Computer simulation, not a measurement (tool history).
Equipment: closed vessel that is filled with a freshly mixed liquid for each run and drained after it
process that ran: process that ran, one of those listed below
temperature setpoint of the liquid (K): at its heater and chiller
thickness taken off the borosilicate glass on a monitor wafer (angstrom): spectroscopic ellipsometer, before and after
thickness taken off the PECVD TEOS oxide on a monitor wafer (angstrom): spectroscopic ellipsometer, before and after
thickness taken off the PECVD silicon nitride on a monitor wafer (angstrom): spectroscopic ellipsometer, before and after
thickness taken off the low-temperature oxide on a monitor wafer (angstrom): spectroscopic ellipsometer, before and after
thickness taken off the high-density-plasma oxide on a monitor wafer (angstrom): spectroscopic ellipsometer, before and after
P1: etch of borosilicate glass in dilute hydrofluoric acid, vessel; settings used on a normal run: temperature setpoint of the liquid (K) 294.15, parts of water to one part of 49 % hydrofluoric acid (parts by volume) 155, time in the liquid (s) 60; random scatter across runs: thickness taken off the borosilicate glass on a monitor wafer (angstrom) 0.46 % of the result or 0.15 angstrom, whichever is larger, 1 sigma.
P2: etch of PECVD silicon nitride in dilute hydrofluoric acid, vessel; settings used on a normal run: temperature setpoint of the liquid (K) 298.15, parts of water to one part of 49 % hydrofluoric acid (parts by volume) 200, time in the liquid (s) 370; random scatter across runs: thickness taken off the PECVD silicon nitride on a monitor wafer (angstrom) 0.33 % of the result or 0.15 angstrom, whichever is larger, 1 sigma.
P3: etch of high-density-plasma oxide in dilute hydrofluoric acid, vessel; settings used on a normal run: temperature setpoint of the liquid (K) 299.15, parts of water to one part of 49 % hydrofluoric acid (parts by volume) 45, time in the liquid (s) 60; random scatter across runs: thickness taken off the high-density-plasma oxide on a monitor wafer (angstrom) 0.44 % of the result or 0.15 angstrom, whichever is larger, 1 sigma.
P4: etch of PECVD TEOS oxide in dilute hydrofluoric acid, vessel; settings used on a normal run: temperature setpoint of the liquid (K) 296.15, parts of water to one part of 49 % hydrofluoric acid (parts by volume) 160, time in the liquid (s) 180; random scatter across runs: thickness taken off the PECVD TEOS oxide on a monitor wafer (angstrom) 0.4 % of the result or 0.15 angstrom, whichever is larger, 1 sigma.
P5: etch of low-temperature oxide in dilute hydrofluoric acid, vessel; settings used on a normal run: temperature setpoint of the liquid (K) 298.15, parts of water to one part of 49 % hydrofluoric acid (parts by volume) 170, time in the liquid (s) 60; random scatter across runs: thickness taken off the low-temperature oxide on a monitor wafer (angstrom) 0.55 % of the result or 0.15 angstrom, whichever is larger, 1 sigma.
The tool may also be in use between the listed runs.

run	hour	process that ran	temperature setpoint of the liquid (K)	parts of water to one part of 49 % hydrofluoric acid (parts by volume)	time in the liquid (s)	thickness taken off the borosilicate glass on a monitor wafer (angstrom)	thickness taken off the PECVD TEOS oxide on a monitor wafer (angstrom)	thickness taken off the PECVD silicon nitride on a monitor wafer (angstrom)	thickness taken off the low-temperature oxide on a monitor wafer (angstrom)	thickness taken off the high-density-plasma oxide on a monitor wafer (angstrom)
1	12.4	P1	294.15	155	60	118.470				
2	22.7	P1	294.15	155	100	197.450				
3	32.3	P4	291.15	160	180		176.39			
4	45.2	P2	298.15	200	370			93.699		
5	60.1	P5	298.15	170	30				23.303	
6	69.8	P2	306.15	200	370			152.700		
7	84.6	P3	307.15	45	60					106.610
8	97.1	P1	294.15	155	60	117.930				
9	104.3	P1	290.15	155	60	101.420				
10	120.0	P1	294.15	280	60	58.568				
11	134.8	P1	290.15	155	30	50.579				
12	144.4	P1	294.15	155	60	118.910				
13	155.7	P1	294.15	155	60	119.550				
14	167.7	P4	296.15	45	180		876.39			
15	181.6	P1	302.15	155	60	160.680				
16	192.9	P1	294.15	50	60	413.130				
17	204.8	P2	298.15	45	370			410.860		
18	215.7	P5	298.15	235	60				31.414	
19	224.3	P3	299.15	70	60					48.948
20	235.8	P1	294.15	155	30	59.245				
21	244.8	P2	298.15	200	370			93.781		
22	261.1	P5	291.65	170	60				36.647	
23	277.3	P3	299.15	45	115					150.260
24	286.0	P3	299.15	45	60					78.280
25	300.1	P5	298.15	170	60				47.069	
26	308.8	P5	298.15	170	60				46.697	
27	321.9	P1	294.15	155	60	118.560				
28	337.7	P4	296.15	160	180		214.73			
29	352.7	P4	296.15	160	85		101.91			
30	361.6	P2	298.15	200	555			140.410		
31	376.4	P1	294.15	155	60	118.650				
32	389.9	P1	294.15	155	60	121.610				
33	405.6	P1	294.15	155	60	124.710				
34	422.1	P1	294.15	155	60	126.480				
35	433.8	P1	294.15	155	60	127.600				
36	447.4	P1	294.15	155	60	128.240				
37	455.9	P1	294.15	155	60	127.870				
38	465.8	P1	294.15	155	60	128.780				
39	481.2	P1	294.15	155	60	128.280				
40	489.0	P1	294.15	155	60	128.900				
41	503.8	P1	294.15	155	60	128.980				
42	515.2	P1	294.15	155	60	129.010				

Something has made what P1 gives creep away from where it was; the 2 causes below, each at its own stated size, fit the log equally well:
A: hydrofluoric acid flow above the setpoint (%) = 7.76
B: liquid hotter than its thermometer reads (K) = 2.24
The onset of the drift is placed at about hour 376.4.

Listed below are the offered check runs, one wafer per run, with question marks in place of results. For which of them would the causes give clearly different outcomes?
check 1	526.6	P2	298.15	200	370			?		
check 2	526.6	P3	299.15	45	60					?
check 3	526.6	P5	298.15	170	60				?	
check 4	526.6	P4	296.15	160	180		?			

Check results expected under each cause:
check	result	if A	if B
check 1	thickness taken off the PECVD silicon nitride on a monitor wafer (angstrom)	101.130	107.880
check 2	thickness taken off the high-density-plasma oxide on a monitor wafer (angstrom)	84.577	85.517
check 3	thickness taken off the low-temperature oxide on a monitor wafer (angstrom)	51.248	50.932
check 4	thickness taken off the PECVD TEOS oxide on a monitor wafer (angstrom)	233.93	233.33
Per-check spread between the two closest causes, in the result where they differ most: check 1 6.46 %; check 2 1.11 %; check 3 0.62 %; check 4 0.26 %
Only check 1 tells the causes apart: in the others they would give nearly the same result.

Check 1 was then run and gave: thickness taken off the PECVD silicon nitride on a monitor wafer (angstrom) 107.540. Which cause is it?

The correct cause is B, namely: liquid hotter than its thermometer reads (K).
